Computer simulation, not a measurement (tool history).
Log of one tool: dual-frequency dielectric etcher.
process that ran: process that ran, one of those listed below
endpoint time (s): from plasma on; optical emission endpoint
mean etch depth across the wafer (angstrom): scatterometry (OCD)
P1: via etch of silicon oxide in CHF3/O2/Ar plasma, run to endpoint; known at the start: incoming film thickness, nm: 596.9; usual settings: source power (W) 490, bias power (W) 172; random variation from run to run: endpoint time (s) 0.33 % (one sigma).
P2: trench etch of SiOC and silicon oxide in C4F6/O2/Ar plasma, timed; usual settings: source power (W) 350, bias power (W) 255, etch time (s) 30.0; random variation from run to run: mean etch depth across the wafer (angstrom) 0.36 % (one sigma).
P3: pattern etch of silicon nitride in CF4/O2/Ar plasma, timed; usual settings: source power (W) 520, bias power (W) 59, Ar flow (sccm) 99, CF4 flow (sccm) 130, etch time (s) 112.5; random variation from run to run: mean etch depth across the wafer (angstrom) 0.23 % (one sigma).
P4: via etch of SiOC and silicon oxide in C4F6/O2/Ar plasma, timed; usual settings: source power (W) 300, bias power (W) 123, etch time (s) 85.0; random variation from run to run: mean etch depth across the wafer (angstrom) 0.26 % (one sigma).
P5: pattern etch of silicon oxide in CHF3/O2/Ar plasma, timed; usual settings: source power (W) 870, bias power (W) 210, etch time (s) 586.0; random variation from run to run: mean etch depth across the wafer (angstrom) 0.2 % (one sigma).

| run | hour | process that ran | source power (W) | bias power (W) | etch time (s) | Ar flow (sccm) | CF4 flow (sccm) | hours since the last wet clean | hours since the last source power generator calibration | hours since the last bias power generator calibration | endpoint time (s) | mean etch depth across the wafer (angstrom) |
|---|---|---|---|---|---|---|---|---|---|---|---|---|
| 1 | 10.2 | P1 | 490 | 172 |  |  |  | 94.9 | 686.5 | 1878.0 | 319.59 |  |
| 2 | 24.9 | P4 | 190 | 123 | 85.0 |  |  | 109.6 | 701.2 | 1892.7 |  | 640.73 |
| 3 | 34.1 | P2 | 350 | 255 | 17.5 |  |  | 118.8 | 710.4 | 1901.9 |  | 358.41 |
| 4 | 50.6 | P2 | 230 | 255 | 30.0 |  |  | 135.3 | 726.9 | 1918.4 |  | 524.29 |
| 5 | 60.3 | P3 | 420 | 59 | 112.5 | 99 | 130 | 145.0 | 736.6 | 1928.1 |  | 2010.80 |
| 6 | 68.6 | P3 | 520 | 59 | 112.5 | 99 | 168 | 153.3 | 744.9 | 1936.4 |  | 2486.70 |
| 7 | 79.5 | P2 | 350 | 255 | 30.0 |  |  | 164.2 | 755.8 | 1947.3 |  | 613.47 |
| 8 | 94.7 | P5 | 870 | 210 | 716.5 |  |  | 179.4 | 771.0 | 1962.5 |  | 17022.00 |
| 9 | 106.2 | P1 | 310 | 120 |  |  |  | 190.9 | 782.5 | 1974.0 | 430.08 |  |
| 10 | 119.2 | P2 | 350 | 330 | 30.0 |  |  | 203.9 | 795.5 | 1987.0 |  | 671.99 |
| 11 | 136.6 | P3 | 520 | 59 | 112.5 | 135 | 130 | 221.3 | 812.9 | 2004.4 |  | 2340.60 |
| 12 | 144.7 | P1 | 490 | 172 |  |  |  | 229.4 | 821.0 | 2012.5 | 319.79 |  |
| 13 | 154.2 | P1 | 490 | 172 |  |  |  | 238.9 | 830.5 | 2022.0 | 320.01 |  |
| 14 | 166.8 | P5 | 870 | 210 | 586.0 |  |  | 251.5 | 843.1 | 2034.6 |  | 13956.00 |
| 15 | 183.2 | P5 | 870 | 288 | 586.0 |  |  | 267.9 | 859.5 | 2051.0 |  | 15543.00 |
|  | 195.5 | bias power generator calibrated |
| 16 | 197.9 | P4 | 300 | 123 | 85.0 |  |  | 282.6 | 874.2 | 2.4 |  | 765.66 |
| 17 | 213.8 | P5 | 580 | 210 | 586.0 |  |  | 298.5 | 890.1 | 18.3 |  | 11999.00 |
| 18 | 222.2 | P3 | 520 | 59 | 62.0 | 99 | 130 | 306.9 | 898.5 | 26.7 |  | 1332.50 |
| 19 | 233.1 | P1 | 490 | 172 |  |  |  | 317.8 | 909.4 | 37.6 | 319.88 |  |
| 20 | 242.3 | P1 | 490 | 172 |  |  |  | 327.0 | 918.6 | 46.8 | 318.32 |  |
| 21 | 256.7 | P1 | 490 | 172 |  |  |  | 341.4 | 933.0 | 61.2 | 318.47 |  |

The next listed run, before its measurement:
| 22 | 268.2 | P1 | 660 | 172 |  |  |  | 352.9 | 944.5 | 72.7 | ? |  |

{"run 22": {"endpoint time (s)": 285.8}}
